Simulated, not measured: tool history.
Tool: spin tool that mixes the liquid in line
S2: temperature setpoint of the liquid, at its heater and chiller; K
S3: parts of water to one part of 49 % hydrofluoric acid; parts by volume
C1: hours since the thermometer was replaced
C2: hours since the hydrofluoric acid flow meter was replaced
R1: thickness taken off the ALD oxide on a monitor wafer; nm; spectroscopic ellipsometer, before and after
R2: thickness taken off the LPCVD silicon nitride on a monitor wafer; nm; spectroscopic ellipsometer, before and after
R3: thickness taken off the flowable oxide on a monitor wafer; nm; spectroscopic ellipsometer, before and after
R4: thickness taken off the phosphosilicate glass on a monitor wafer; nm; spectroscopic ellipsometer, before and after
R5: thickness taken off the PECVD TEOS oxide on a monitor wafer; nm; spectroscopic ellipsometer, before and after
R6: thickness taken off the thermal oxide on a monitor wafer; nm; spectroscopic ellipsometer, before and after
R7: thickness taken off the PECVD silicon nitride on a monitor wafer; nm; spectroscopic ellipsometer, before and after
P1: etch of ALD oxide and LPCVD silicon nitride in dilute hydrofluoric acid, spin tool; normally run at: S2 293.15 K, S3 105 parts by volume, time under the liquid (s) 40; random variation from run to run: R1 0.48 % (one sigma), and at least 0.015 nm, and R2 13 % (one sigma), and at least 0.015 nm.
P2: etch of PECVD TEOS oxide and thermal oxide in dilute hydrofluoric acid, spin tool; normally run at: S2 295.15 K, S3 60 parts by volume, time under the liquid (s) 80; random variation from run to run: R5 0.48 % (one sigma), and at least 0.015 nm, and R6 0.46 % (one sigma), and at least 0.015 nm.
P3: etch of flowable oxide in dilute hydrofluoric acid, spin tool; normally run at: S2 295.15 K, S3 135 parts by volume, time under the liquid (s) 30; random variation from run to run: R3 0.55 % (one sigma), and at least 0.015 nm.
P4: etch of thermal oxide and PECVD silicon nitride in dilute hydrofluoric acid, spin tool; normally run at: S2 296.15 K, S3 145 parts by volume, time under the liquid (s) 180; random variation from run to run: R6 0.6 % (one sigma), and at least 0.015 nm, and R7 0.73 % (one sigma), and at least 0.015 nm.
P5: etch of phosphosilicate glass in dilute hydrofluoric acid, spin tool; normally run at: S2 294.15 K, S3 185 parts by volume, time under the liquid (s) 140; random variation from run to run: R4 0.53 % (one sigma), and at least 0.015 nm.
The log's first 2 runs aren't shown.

{"run": 3, "hour": 16.8, "process that ran": "P1", "S2": 293.15, "S3": 105, "time under the liquid (s)": 15, "C1": 773.8, "C2": 671.1, "R1": 2.7444, "R2": 0.045554}
{"run": 4, "hour": 21.5, "process that ran": "P3", "S2": 295.15, "S3": 135, "time under the liquid (s)": 50, "C1": 778.5, "C2": 675.8, "R3": 13.607}
{"run": 5, "hour": 25.1, "process that ran": "P3", "S2": 290.65, "S3": 135, "time under the liquid (s)": 30, "C1": 782.1, "C2": 679.4, "R3": 6.8942}
{"run": 6, "hour": 30.8, "process that ran": "P5", "S2": 290.15, "S3": 185, "time under the liquid (s)": 140, "C1": 787.8, "C2": 685.1, "R4": 39.537}
{"run": 7, "hour": 36.9, "process that ran": "P1", "S2": 293.15, "S3": 105, "time under the liquid (s)": 40, "C1": 793.9, "C2": 691.2, "R1": 7.2747, "R2": 0.1629}
{"run": 8, "hour": 42.5, "process that ran": "P2", "S2": 295.15, "S3": 60, "time under the liquid (s)": 80, "C1": 799.5, "C2": 696.8, "R5": 28.121, "R6": 5.6825}
{"run": 9, "hour": 47.9, "process that ran": "P1", "S2": 293.15, "S3": 105, "time under the liquid (s)": 40, "C1": 804.9, "C2": 702.2, "R1": 7.2988, "R2": 0.16935}
{"run": 10, "hour": 52.2, "process that ran": "P1", "S2": 290.15, "S3": 105, "time under the liquid (s)": 40, "C1": 809.2, "C2": 706.5, "R1": 6.5181, "R2": 0.13194}
{"run": 11, "hour": 57.2, "process that ran": "P2", "S2": 295.15, "S3": 60, "time under the liquid (s)": 130, "C1": 814.2, "C2": 711.5, "R5": 45.55, "R6": 9.3423}
{"run": 12, "hour": 62.6, "process that ran": "P1", "S2": 290.15, "S3": 105, "time under the liquid (s)": 70, "C1": 819.6, "C2": 716.9, "R1": 11.197, "R2": 0.25778}
{"run": 13, "hour": 68.8, "process that ran": "P5", "S2": 294.15, "S3": 105, "time under the liquid (s)": 140, "C1": 825.8, "C2": 723.1, "R4": 88.51}
{"run": 14, "hour": 74.0, "process that ran": "P2", "S2": 295.15, "S3": 105, "time under the liquid (s)": 80, "C1": 831, "C2": 728.3, "R5": 15.317, "R6": 3.1207}
{"run": 15, "hour": 81.2, "process that ran": "P1", "S2": 293.15, "S3": 60, "time under the liquid (s)": 15, "C1": 838.2, "C2": 735.5, "R1": 5.0168, "R2": 0.093641}
{"run": 16, "hour": 84.8, "process that ran": "P4", "S2": 296.15, "S3": 260, "time under the liquid (s)": 180, "C1": 841.8, "C2": 739.1, "R6": 2.6786, "R7": 2.0164}
{"run": 17, "hour": 89.1, "process that ran": "P5", "S2": 294.15, "S3": 185, "time under the liquid (s)": 225, "C1": 846.1, "C2": 743.4, "R4": 73.446}
{"run": 18, "hour": 93.7, "process that ran": "P4", "S2": 296.15, "S3": 145, "time under the liquid (s)": 60, "C1": 850.7, "C2": 748, "R6": 1.8157, "R7": 1.1382}
{"run": 19, "hour": 96.9, "process that ran": "P1", "S2": 298.65, "S3": 105, "time under the liquid (s)": 40, "C1": 853.9, "C2": 751.2, "R1": 9.0668, "R2": 0.23143}
{"run": 20, "hour": 100.9, "process that ran": "P4", "S2": 296.15, "S3": 145, "time under the liquid (s)": 180, "C1": 857.9, "C2": 755.2, "R6": 5.4854, "R7": 3.5652}
{"run": 21, "hour": 106.3, "process that ran": "P1", "S2": 293.15, "S3": 105, "time under the liquid (s)": 70, "C1": 863.3, "C2": 760.6, "R1": 12.765, "R2": 0.30833}
{"run": 22, "hour": 113.0, "process that ran": "P1", "S2": 293.15, "S3": 140, "time under the liquid (s)": 40, "C1": 870, "C2": 767.3, "R1": 5.3143, "R2": 0.13198}

Forecast run 23:
{"run": 23, "hour": 120.1, "process that ran": "P4", "S2": 291.15, "S3": 145, "time under the liquid (s)": 180, "C1": 877.1, "C2": 774.4, "R6": "?", "R7": "?"}

R6: 4.4796 nm
R7: 2.5485 nm

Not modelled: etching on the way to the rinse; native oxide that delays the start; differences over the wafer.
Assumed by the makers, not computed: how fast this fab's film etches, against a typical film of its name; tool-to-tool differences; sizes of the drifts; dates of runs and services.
